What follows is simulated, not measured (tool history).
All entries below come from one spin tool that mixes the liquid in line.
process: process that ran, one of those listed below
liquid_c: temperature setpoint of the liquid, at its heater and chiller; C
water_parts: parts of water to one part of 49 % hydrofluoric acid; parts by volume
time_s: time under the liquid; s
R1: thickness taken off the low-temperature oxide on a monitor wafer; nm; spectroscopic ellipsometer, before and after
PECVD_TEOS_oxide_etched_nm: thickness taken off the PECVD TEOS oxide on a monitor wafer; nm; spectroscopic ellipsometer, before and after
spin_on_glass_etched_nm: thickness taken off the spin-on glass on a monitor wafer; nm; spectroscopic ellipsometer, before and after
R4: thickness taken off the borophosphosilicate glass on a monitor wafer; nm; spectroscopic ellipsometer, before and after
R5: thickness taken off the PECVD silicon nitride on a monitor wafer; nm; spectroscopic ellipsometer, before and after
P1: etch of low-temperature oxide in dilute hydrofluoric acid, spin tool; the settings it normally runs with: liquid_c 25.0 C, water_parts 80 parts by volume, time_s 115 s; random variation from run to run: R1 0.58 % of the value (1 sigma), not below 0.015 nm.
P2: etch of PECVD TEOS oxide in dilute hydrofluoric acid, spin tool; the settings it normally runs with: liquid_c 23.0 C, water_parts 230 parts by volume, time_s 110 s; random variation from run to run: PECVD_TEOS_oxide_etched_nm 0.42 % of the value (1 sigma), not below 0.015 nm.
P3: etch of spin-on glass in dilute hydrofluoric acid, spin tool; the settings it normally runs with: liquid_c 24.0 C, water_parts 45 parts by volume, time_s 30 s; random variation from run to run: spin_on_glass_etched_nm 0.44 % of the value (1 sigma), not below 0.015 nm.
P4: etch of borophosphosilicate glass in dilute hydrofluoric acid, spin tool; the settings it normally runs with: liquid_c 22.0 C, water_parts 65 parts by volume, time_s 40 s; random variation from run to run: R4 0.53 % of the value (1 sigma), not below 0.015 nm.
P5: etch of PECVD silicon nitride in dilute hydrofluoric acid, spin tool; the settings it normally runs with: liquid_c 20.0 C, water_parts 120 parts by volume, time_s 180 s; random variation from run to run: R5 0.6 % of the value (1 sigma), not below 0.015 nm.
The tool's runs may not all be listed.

Run 1, day 0.442: process P1, liquid_c 25.0 C, water_parts 80 parts by volume, time_s 115 s. Result: R1 17.5470 nm.
Run 2, day 0.917: process P2, liquid_c 23.0 C, water_parts 230 parts by volume, time_s 110 s. Result: PECVD_TEOS_oxide_etched_nm 5.8817 nm.
Run 3, day 1.621: process P1, liquid_c 18.5 C, water_parts 80 parts by volume, time_s 70 s. Result: R1 8.1611 nm.
Run 4, day 2.333: process P3, liquid_c 24.0 C, water_parts 45 parts by volume, time_s 55 s. Result: spin_on_glass_etched_nm 55.774 nm.
Run 5, day 2.742: process P1, liquid_c 25.0 C, water_parts 120 parts by volume, time_s 115 s. Result: R1 11.1690 nm.
Run 6, day 3.250: process P4, liquid_c 22.0 C, water_parts 65 parts by volume, time_s 20 s. Result: R4 14.589 nm.
Run 7, day 3.788: process P5, liquid_c 20.0 C, water_parts 120 parts by volume, time_s 180 s. Result: R5 3.9892 nm.
Run 8, day 4.138: process P3, liquid_c 24.0 C, water_parts 30 parts by volume, time_s 30 s. Result: spin_on_glass_etched_nm 46.957 nm.
Run 9, day 4.929: process P5, liquid_c 20.0 C, water_parts 120 parts by volume, time_s 180 s. Result: R5 3.9812 nm.
Run 10, day 5.683: process P1, liquid_c 29.5 C, water_parts 125 parts by volume, time_s 115 s. Result: R1 12.7560 nm.
Run 11, day 6.317: process P5, liquid_c 26.5 C, water_parts 120 parts by volume, time_s 180 s. Result: R5 6.1972 nm.
Run 12, day 6.971: process P1, liquid_c 25.0 C, water_parts 80 parts by volume, time_s 115 s. Result: R1 17.5880 nm.
Run 13, day 7.588: process P2, liquid_c 23.0 C, water_parts 230 parts by volume, time_s 210 s. Result: PECVD_TEOS_oxide_etched_nm 11.0860 nm.
At day 8.054: thermometer replaced.
Run 14, day 8.162: process P1, liquid_c 25.0 C, water_parts 80 parts by volume, time_s 115 s. Result: R1 17.6590 nm.
Run 15, day 8.596: process P1, liquid_c 25.0 C, water_parts 25 parts by volume, time_s 115 s. Result: R1 60.5870 nm.
Run 16, day 9.233: process P5, liquid_c 20.0 C, water_parts 120 parts by volume, time_s 315 s. Result: R5 7.0548 nm.
Run 17, day 9.754: process P1, liquid_c 20.5 C, water_parts 80 parts by volume, time_s 115 s. Result: R1 14.7930 nm.
Run 18, day 10.358: process P2, liquid_c 17.0 C, water_parts 230 parts by volume, time_s 110 s. Result: PECVD_TEOS_oxide_etched_nm 4.6555 nm.
Run 19, day 10.975: process P1, liquid_c 30.5 C, water_parts 80 parts by volume, time_s 115 s. Result: R1 21.7810 nm.
Run 20, day 11.688: process P4, liquid_c 22.0 C, water_parts 65 parts by volume, time_s 40 s. Result: R4 28.826 nm.
Run 21, day 12.300: process P3, liquid_c 31.5 C, water_parts 45 parts by volume, time_s 30 s. Result: spin_on_glass_etched_nm 41.135 nm.
Run 22, day 12.750: process P1, liquid_c 25.0 C, water_parts 80 parts by volume, time_s 215 s. Result: R1 32.8920 nm.
Run 23, day 13.350: process P2, liquid_c 23.0 C, water_parts 115 parts by volume, time_s 110 s. Result: PECVD_TEOS_oxide_etched_nm 13.2930 nm.
Run 24, day 13.754: process P4, liquid_c 17.0 C, water_parts 65 parts by volume, time_s 40 s. Result: R4 23.521 nm.
Run 25, day 14.104: process P1, liquid_c 25.0 C, water_parts 80 parts by volume, time_s 115 s. Result: R1 17.7030 nm.
Run 26, day 14.579: process P1, liquid_c 25.0 C, water_parts 80 parts by volume, time_s 115 s. Result: R1 17.6180 nm.
Run 27, day 15.300: process P1, liquid_c 25.0 C, water_parts 80 parts by volume, time_s 30 s. Result: R1 4.6571 nm.
Run 28, day 16.004: process P3, liquid_c 24.0 C, water_parts 45 parts by volume, time_s 30 s. Result: spin_on_glass_etched_nm 30.361 nm.
Run 29, day 16.379: process P5, liquid_c 20.0 C, water_parts 185 parts by volume, time_s 180 s. Result: R5 2.6661 nm.
Run 30, day 16.954: process P4, liquid_c 22.0 C, water_parts 65 parts by volume, time_s 40 s. Result: R4 29.131 nm.
Run 31, day 17.400: process P4, liquid_c 22.0 C, water_parts 20 parts by volume, time_s 40 s. Result: R4 99.534 nm.
Run 32, day 18.188: process P3, liquid_c 24.0 C, water_parts 45 parts by volume, time_s 30 s. Result: spin_on_glass_etched_nm 30.775 nm.
Run 33, day 18.783: process P1, liquid_c 25.0 C, water_parts 80 parts by volume, time_s 115 s. Result: R1 17.6630 nm.
Run 34, day 19.467: process P1, liquid_c 25.0 C, water_parts 80 parts by volume, time_s 115 s. Result: R1 17.1330 nm.
Run 35, day 19.812: process P1, liquid_c 25.0 C, water_parts 80 parts by volume, time_s 115 s. Result: R1 16.9880 nm.
Run 36, day 20.533: process P1, liquid_c 25.0 C, water_parts 80 parts by volume, time_s 115 s. Result: R1 17.0590 nm.
Run 37, day 21.021: process P1, liquid_c 25.0 C, water_parts 80 parts by volume, time_s 115 s. Result: R1 16.8280 nm.
Run 38, day 21.746: process P1, liquid_c 25.0 C, water_parts 80 parts by volume, time_s 115 s. Result: R1 16.7820 nm.
Run 39, day 22.288: process P1, liquid_c 25.0 C, water_parts 80 parts by volume, time_s 115 s. Result: R1 16.6400 nm.
Run 40, day 22.983: process P1, liquid_c 25.0 C, water_parts 80 parts by volume, time_s 115 s. Result: R1 16.6440 nm.
Run 41, day 23.467: process P1, liquid_c 25.0 C, water_parts 80 parts by volume, time_s 115 s. Result: R1 16.7780 nm.
Run 42, day 24.125: process P1, liquid_c 25.0 C, water_parts 80 parts by volume, time_s 115 s. Result: R1 16.4460 nm.
Run 43, day 24.662: process P1, liquid_c 25.0 C, water_parts 80 parts by volume, time_s 115 s. Result: R1 16.6780 nm.

What P1 gives has crept away from where it was. These 2 causes fit the log equally well, each at the size given:
A: liquid colder than its thermometer reads (K) = 1.56
B: hydrofluoric acid flow below the setpoint (%) = 5.5
The drift started at roughly day 18.783.

Of the 4 check runs below, each run on 2 wafers with the results averaged and each result still a question mark, which one would tell the listed causes apart?
Run check 1, day 25.200: process P3, liquid_c 30.5 C, water_parts 45 parts by volume, time_s 30 s. Result: spin_on_glass_etched_nm ?.
Run check 2, day 25.200: process P2, liquid_c 17.0 C, water_parts 230 parts by volume, time_s 110 s. Result: PECVD_TEOS_oxide_etched_nm ?.
Run check 3, day 25.200: process P5, liquid_c 20.0 C, water_parts 165 parts by volume, time_s 180 s. Result: R5 ?.
Run check 4, day 25.200: process P4, liquid_c 17.0 C, water_parts 65 parts by volume, time_s 40 s. Result: R4 ?.

Expected result of each check under each candidate cause:
  check                      result    if A    if B
check 1     spin_on_glass_etched_nm  37.231  37.267
check 2  PECVD_TEOS_oxide_etched_nm  4.3658  4.3369
check 3                          R5  2.6505  2.7846
check 4                          R4  22.006  22.160
Distance between the nearest two causes, measured in the result of the check that separates them most: check 1 0.1 %; check 2 0.66 %; check 3 4.93 %; check 4 0.7 %
The causes can be told apart only by check 3. The other checks would give nearly the same results under each of them.

Then check 3 was run and gave: R5 2.7783 nm. Which cause is it?

It was cause B: hydrofluoric acid flow below the setpoint (%).

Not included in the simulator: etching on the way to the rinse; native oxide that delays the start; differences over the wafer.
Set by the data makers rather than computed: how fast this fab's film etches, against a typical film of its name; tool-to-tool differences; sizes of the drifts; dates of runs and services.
